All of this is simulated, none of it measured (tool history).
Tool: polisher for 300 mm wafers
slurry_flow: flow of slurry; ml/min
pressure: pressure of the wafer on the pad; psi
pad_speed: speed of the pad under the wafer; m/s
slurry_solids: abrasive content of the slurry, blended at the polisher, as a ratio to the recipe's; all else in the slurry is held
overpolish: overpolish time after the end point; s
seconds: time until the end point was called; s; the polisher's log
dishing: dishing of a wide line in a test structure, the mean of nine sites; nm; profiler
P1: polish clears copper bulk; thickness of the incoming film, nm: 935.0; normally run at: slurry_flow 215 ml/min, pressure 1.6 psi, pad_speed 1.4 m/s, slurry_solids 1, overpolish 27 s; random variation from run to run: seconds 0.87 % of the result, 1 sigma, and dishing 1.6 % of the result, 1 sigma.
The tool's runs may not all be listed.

run,day,slurry_flow,pressure,pad_speed,slurry_solids,overpolish,wafers polished on this pad,hours since the slurry nozzle was cleaned,hours since the head pressure was calibrated,hours since the slurry blender was calibrated,seconds,dishing
1,0.321,215,1.6,1.4,1,27,244,568.9,270,68.8,123.97,47.283
2,0.638,130,1.6,1.4,1,27,318,576.5,277.6,76.4,135.72,47.39
3,1.121,215,1.6,1.4,1,8,430,588.1,289.2,88,124.52,30.571
4,1.404,310,1.6,1.4,1,27,496,594.9,296,94.8,117.67,46.809
5,1.812,215,1.6,2.2,1,27,591,604.7,305.8,104.6,78.488,48.822
6,2.296,215,1.6,1.4,0.55,50,703,616.3,317.4,116.2,141.41,49.119
7,2.592,215,1.6,1.4,1,27,772,623.4,324.5,123.3,123.01,48.703
8,2.896,215,1.6,1.4,1,27,843,630.7,331.8,130.6,123.33,48.14
9,3.421,215,1.6,1.74,1,8,965,643.3,344.4,143.2,99.751,34.733
10,3.867,215,1.6,1.4,1.45,27,1069,654,355.1,153.9,113.25,48.588
11,4.15,215,1.6,0.66,1,27,1135,660.8,361.9,160.7,262.49,38.633
12,4.6,215,1.6,1.4,0.5,27,1240,671.6,372.7,171.5,142.33,47.235
13,5.083,215,1.6,1.4,1,42,1352,683.2,384.3,183.1,121.88,49.921
14,5.512,215,1.6,1.4,1,27,1452,693.5,394.6,193.4,123.32,47.269
15,5.771,215,2.5,1.4,1,27,1512,699.7,400.8,199.6,78.33,56.713
16,6.15,215,1.1,1.4,1,27,1600,708.8,409.9,208.7,178.44,40.521
17,6.542,215,1.6,1.4,1,27,1692,718.2,419.3,218.1,123.17,47.962
18,7.033,155,1.6,1.4,1,47,1806,730,431.1,229.9,128.84,49.7
19,7.396,215,1.6,1.4,1,27,1890,738.7,439.8,238.6,123.58,48.052
20,7.692,215,1.6,1.4,1,27,1959,745.8,446.9,245.7,123.99,46.888
21,8.15,215,1.6,1.4,1,27,2066,756.8,457.9,256.7,127.28,48.658
22,8.558,215,1.6,1.4,1,27,2161,766.6,467.7,266.5,129.99,48.675
# day 8.904: slurry blender recalibrated
23,8.946,215,1.6,1.4,1,27,2251,775.9,477,1.1,129.25,47.474
24,9.271,215,1.6,1.4,1,27,2327,783.7,484.8,8.9,130.16,48.154
# day 9.475: head pressure recalibrated
25,9.8,215,1.6,1.4,1,27,2450,796.4,7.9,21.6,131.75,48.494
26,10.292,215,1.6,1.4,1,27,2564,808.2,19.7,33.4,133.39,48.935
27,10.642,215,1.6,1.4,1,27,2646,816.6,28.1,41.8,132.5,47.242
28,11.188,215,1.6,1.4,1,27,2773,829.7,41.2,54.9,133.4,47.513

What P1 gives has crept away from where it was. These 2 causes fit the log equally well, each at the size given:
A: slurry flow missing at the pad, % = 37
B: removal rate lost through wear of the pad, % = 6.91
The creep began at about day 7.396.
Why every other cause is out:
head's pressure below its setpoint, %: serviced at day 9.475, which brought nothing back
abrasive missing from the slurry, %: serviced at day 8.904, which brought nothing back

4 check runs are offered, each on 5 wafers whose results are averaged, their results left as question marks. Which one tells the causes apart?
check 1,11.733,150,1.6,1.4,1.2,27,,,,,?,?
check 2,11.733,215,1.6,2.08,1,27,,,,,?,?
check 3,11.733,215,2.1,1.4,1,8,,,,,?,?
check 4,11.733,215,1.6,1.4,1,15,,,,,?,?

What each check would give under each cause:
check,result,if A,if B
check 1,seconds,138.1,134.3
check 1,dishing,46.931,47.159
check 2,seconds,89.178,89.18
check 2,dishing,49.265,49.265
check 3,seconds,100.95,100.95
check 3,dishing,35.125,35.125
check 4,seconds,132.49,132.5
check 4,dishing,40.168,40.168
How far apart the two closest causes lie, in the result that separates them most: check 1 2.79 %; check 2 0 %; check 3 0 %; check 4 0 %
Check 1 tells the causes apart: in the others they would give nearly the same result.

Check 1 was then run and gave: seconds 138.15 s; dishing 47.24 nm. Which cause is it?

It is A: slurry flow missing at the pad, %.

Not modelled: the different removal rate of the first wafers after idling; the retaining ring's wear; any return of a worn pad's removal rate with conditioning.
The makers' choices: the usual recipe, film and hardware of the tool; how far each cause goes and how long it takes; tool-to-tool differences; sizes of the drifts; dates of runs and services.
